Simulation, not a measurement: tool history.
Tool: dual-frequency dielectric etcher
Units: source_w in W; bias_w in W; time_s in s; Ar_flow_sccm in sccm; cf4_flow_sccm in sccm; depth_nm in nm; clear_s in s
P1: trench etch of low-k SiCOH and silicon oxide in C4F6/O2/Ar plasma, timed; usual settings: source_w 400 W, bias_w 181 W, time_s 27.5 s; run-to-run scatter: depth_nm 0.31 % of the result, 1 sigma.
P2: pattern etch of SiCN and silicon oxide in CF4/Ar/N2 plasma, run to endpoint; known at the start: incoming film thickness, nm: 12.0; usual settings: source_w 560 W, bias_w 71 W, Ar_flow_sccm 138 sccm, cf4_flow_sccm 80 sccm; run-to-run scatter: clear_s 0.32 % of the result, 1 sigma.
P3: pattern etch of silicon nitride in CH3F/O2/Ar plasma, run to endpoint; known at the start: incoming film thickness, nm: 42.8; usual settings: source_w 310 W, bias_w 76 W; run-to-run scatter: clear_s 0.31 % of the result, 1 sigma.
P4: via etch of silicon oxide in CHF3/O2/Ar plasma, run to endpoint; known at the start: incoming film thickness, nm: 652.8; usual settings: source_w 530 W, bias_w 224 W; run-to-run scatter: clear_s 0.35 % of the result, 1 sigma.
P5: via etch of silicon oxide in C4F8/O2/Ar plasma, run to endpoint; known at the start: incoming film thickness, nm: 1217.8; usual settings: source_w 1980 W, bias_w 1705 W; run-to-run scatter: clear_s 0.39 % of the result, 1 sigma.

run	hour	process	source_w	bias_w	time_s	Ar_flow_sccm	cf4_flow_sccm	depth_nm	clear_s
1	10.7	P1	400	181	27.5			87.999	
2	15.6	P4	530	224					323.16
3	26.5	P1	400	237	27.5			95.958	
4	35.6	P1	400	181	27.5			87.577	
5	41.8	P2	560	71		100	80		11.269
6	48.1	P2	380	71		138	80		16.703
7	55	P1	400	181	27.5			87.517	
8	65	P1	400	145	27.5			82.049	
9	72.4	P1	240	181	27.5			72.145	
10	81.1	P2	560	71		138	80		11.897
11	86.3	P2	560	71		138	109		11.3
12	93.9	P5	1610	1705					279.79
# hour 104.1: wet clean of the chamber
13	105	P1	400	181	27.5			87.982	
14	115.9	P4	530	224					321.64
15	124.1	P3	410	76					61.577
16	131.2	P1	400	134	19.5			56.467	
17	139.1	P3	310	45					81.219
18	145.3	P4	330	224					381.78
19	155.2	P5	1980	2346					232.81
20	161.8	P4	530	130					385.04
21	171.4	P1	400	181	27.5			87.397	
22	180.1	P5	1980	1705					257.54
23	189.5	P3	310	76					68.146
24	195.5	P2	560	44		138	80		13.806
25	205.9	P1	400	181	39			124.62	
26	214.1	P1	400	181	21			67.171	
27	224	P1	510	181	35.5			125.21	
28	233.5	P1	400	181	27.5			87.874	
29	239.8	P1	510	181	27.5			96.875	
30	244.8	P1	400	181	27.5			87.93	
31	251.9	P1	400	181	27.5			87.362	
32	257.2	P1	400	181	27.5			87.535	
33	266.8	P1	400	181	27.5			86.905	
34	277.5	P1	400	181	27.5			86.74	
35	288.7	P1	400	181	27.5			87.235	
36	296.9	P1	400	181	27.5			86.739	
# hour 297.7: wet clean of the chamber
37	302.4	P1	400	181	27.5			86.456	
38	311.7	P1	400	181	27.5			86.127	
39	322	P1	400	181	27.5			86.492	
40	332.7	P1	400	181	27.5			87.104	

What P1 gives has crept away from where it was. These 2 causes fit the log equally well, each at the size given:
A: bias power that arrives under what is set, % = 4.87
B: source power that arrives under what is set, % = 3.95
The creep began at about hour 244.8.
Why every other cause is out:
chamber walls in a state that lowers the etch rate, %: serviced at hour 297.7, which brought nothing back

4 check runs are offered, each on 2 wafers whose results are averaged, their results left as question marks. Which one tells the causes apart?
check 1	343.4	P4	330	137					?
check 2	343.4	P3	370	49					?
check 3	343.4	P2	560	57		138	99		?
check 4	343.4	P5	1980	2006					?

What each check would give under each cause:
check	result	if A	if B
check 1	clear_s	462.9	462.43
check 2	clear_s	75.286	75.294
check 3	clear_s	12.502	12.759
check 4	clear_s	249.2	249.67
How far apart the two closest causes lie, in the result that separates them most: check 1 0.1 %; check 2 0.01 %; check 3 2.04 %; check 4 0.19 %
Check 3 tells the causes apart: in the others they would give nearly the same result.

Check 3 was then run and gave: clear_s 12.457 s. Which cause is it?

It is A: bias power that arrives under what is set, %.
